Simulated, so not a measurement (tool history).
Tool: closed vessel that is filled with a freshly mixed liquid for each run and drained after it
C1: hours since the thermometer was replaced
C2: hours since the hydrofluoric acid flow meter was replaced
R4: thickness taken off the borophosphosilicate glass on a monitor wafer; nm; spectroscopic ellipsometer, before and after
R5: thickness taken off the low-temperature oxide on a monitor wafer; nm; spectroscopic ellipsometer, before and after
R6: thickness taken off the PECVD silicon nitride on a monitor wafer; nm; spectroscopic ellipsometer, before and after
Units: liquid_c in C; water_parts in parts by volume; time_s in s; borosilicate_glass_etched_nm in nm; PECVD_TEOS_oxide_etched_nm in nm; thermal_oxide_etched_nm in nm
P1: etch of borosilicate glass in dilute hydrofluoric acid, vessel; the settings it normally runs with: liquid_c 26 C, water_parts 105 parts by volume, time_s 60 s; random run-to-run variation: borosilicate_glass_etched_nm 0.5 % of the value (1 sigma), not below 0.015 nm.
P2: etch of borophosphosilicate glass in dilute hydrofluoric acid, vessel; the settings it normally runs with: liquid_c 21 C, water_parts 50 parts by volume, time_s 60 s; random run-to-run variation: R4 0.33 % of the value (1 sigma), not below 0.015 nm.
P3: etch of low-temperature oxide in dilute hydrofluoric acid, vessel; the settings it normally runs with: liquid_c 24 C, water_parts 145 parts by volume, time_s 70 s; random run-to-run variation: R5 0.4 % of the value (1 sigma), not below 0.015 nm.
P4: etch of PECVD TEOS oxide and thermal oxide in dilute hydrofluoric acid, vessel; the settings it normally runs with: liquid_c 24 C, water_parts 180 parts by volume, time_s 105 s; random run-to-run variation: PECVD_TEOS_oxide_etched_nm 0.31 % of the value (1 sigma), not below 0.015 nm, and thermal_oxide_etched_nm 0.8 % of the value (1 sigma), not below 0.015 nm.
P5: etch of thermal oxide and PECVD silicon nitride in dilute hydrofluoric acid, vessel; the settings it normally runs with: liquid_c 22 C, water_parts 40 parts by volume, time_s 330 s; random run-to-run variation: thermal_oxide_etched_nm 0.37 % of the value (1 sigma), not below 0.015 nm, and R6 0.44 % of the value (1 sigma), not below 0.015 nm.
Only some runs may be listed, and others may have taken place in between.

{"run": 1, "hour": 10.5, "process": "P1", "liquid_c": 26, "water_parts": 105, "time_s": 60, "C1": 967.3, "C2": 408.4, "borosilicate_glass_etched_nm": 15.119}
{"run": 2, "hour": 16.7, "process": "P1", "liquid_c": 26, "water_parts": 105, "time_s": 60, "C1": 973.5, "C2": 414.6, "borosilicate_glass_etched_nm": 15.192}
{"run": 3, "hour": 28.1, "process": "P4", "liquid_c": 17, "water_parts": 180, "time_s": 105, "C1": 984.9, "C2": 426, "PECVD_TEOS_oxide_etched_nm": 5.3646, "thermal_oxide_etched_nm": 1.897}
{"run": 4, "hour": 37.9, "process": "P1", "liquid_c": 33.5, "water_parts": 105, "time_s": 30, "C1": 994.7, "C2": 435.8, "borosilicate_glass_etched_nm": 9.958}
{"run": 5, "hour": 47.6, "process": "P4", "liquid_c": 24, "water_parts": 180, "time_s": 105, "C1": 1004.4, "C2": 445.5, "PECVD_TEOS_oxide_etched_nm": 7.0731, "thermal_oxide_etched_nm": 2.5321}
{"run": 6, "hour": 56.1, "process": "P1", "liquid_c": 26, "water_parts": 105, "time_s": 60, "C1": 1012.9, "C2": 454, "borosilicate_glass_etched_nm": 15.057}
{"run": 7, "hour": 64.3, "process": "P1", "liquid_c": 26, "water_parts": 105, "time_s": 60, "C1": 1021.1, "C2": 462.2, "borosilicate_glass_etched_nm": 15.261}
{"hour": 74.8, "done": "hydrofluoric acid flow meter replaced"}
{"run": 8, "hour": 77.6, "process": "P2", "liquid_c": 25.5, "water_parts": 50, "time_s": 60, "C1": 1034.4, "C2": 2.9, "R4": 89.581}
{"run": 9, "hour": 90.2, "process": "P1", "liquid_c": 26, "water_parts": 105, "time_s": 115, "C1": 1047, "C2": 15.5, "borosilicate_glass_etched_nm": 29.37}
{"run": 10, "hour": 103.9, "process": "P1", "liquid_c": 26, "water_parts": 60, "time_s": 60, "C1": 1060.7, "C2": 29.2, "borosilicate_glass_etched_nm": 28.052}
{"run": 11, "hour": 117.6, "process": "P1", "liquid_c": 20, "water_parts": 105, "time_s": 60, "C1": 1074.4, "C2": 42.9, "borosilicate_glass_etched_nm": 11.848}
{"run": 12, "hour": 124.4, "process": "P3", "liquid_c": 24, "water_parts": 145, "time_s": 130, "C1": 1081.2, "C2": 49.7, "R5": 18.864}
{"run": 13, "hour": 137.8, "process": "P4", "liquid_c": 24, "water_parts": 180, "time_s": 165, "C1": 1094.6, "C2": 63.1, "PECVD_TEOS_oxide_etched_nm": 11.126, "thermal_oxide_etched_nm": 3.964}
{"run": 14, "hour": 151.7, "process": "P3", "liquid_c": 24, "water_parts": 210, "time_s": 70, "C1": 1108.5, "C2": 77, "R5": 6.5405}
{"run": 15, "hour": 163.6, "process": "P1", "liquid_c": 21.5, "water_parts": 150, "time_s": 60, "C1": 1120.4, "C2": 88.9, "borosilicate_glass_etched_nm": 8.4671}
{"run": 16, "hour": 176.4, "process": "P1", "liquid_c": 26, "water_parts": 105, "time_s": 60, "C1": 1133.2, "C2": 101.7, "borosilicate_glass_etched_nm": 15.227}
{"run": 17, "hour": 182.9, "process": "P3", "liquid_c": 17, "water_parts": 145, "time_s": 70, "C1": 1139.7, "C2": 108.2, "R5": 7.6932}
{"run": 18, "hour": 193.0, "process": "P3", "liquid_c": 24, "water_parts": 145, "time_s": 70, "C1": 1149.8, "C2": 118.3, "R5": 10.138}
{"run": 19, "hour": 205.2, "process": "P5", "liquid_c": 29, "water_parts": 40, "time_s": 330, "C1": 1162, "C2": 130.5, "thermal_oxide_etched_nm": 50.607, "R6": 36.226}
{"run": 20, "hour": 215.8, "process": "P1", "liquid_c": 26, "water_parts": 105, "time_s": 60, "C1": 1172.6, "C2": 141.1, "borosilicate_glass_etched_nm": 15.163}
{"run": 21, "hour": 228.6, "process": "P2", "liquid_c": 21, "water_parts": 50, "time_s": 120, "C1": 1185.4, "C2": 153.9, "R4": 148.45}
{"run": 22, "hour": 237.7, "process": "P1", "liquid_c": 31.5, "water_parts": 105, "time_s": 115, "C1": 1194.5, "C2": 163, "borosilicate_glass_etched_nm": 35.475}
{"run": 23, "hour": 244.8, "process": "P3", "liquid_c": 24, "water_parts": 145, "time_s": 70, "C1": 1201.6, "C2": 170.1, "R5": 10.174}
{"run": 24, "hour": 254.6, "process": "P2", "liquid_c": 21, "water_parts": 20, "time_s": 60, "C1": 1211.4, "C2": 179.9, "R4": 192.77}
{"run": 25, "hour": 263.4, "process": "P5", "liquid_c": 22, "water_parts": 40, "time_s": 580, "C1": 1220.2, "C2": 188.7, "thermal_oxide_etched_nm": 67.014, "R6": 39.627}

Run 26, settings as shown, results not yet in. Your forecast:
{"run": 26, "hour": 276.3, "process": "P5", "liquid_c": 22, "water_parts": 40, "time_s": 330, "C1": 1233.1, "C2": 201.6, "thermal_oxide_etched_nm": "?", "R6": "?"}

{"run 26": {"thermal_oxide_etched_nm": 37.753, "R6": 22.753}}
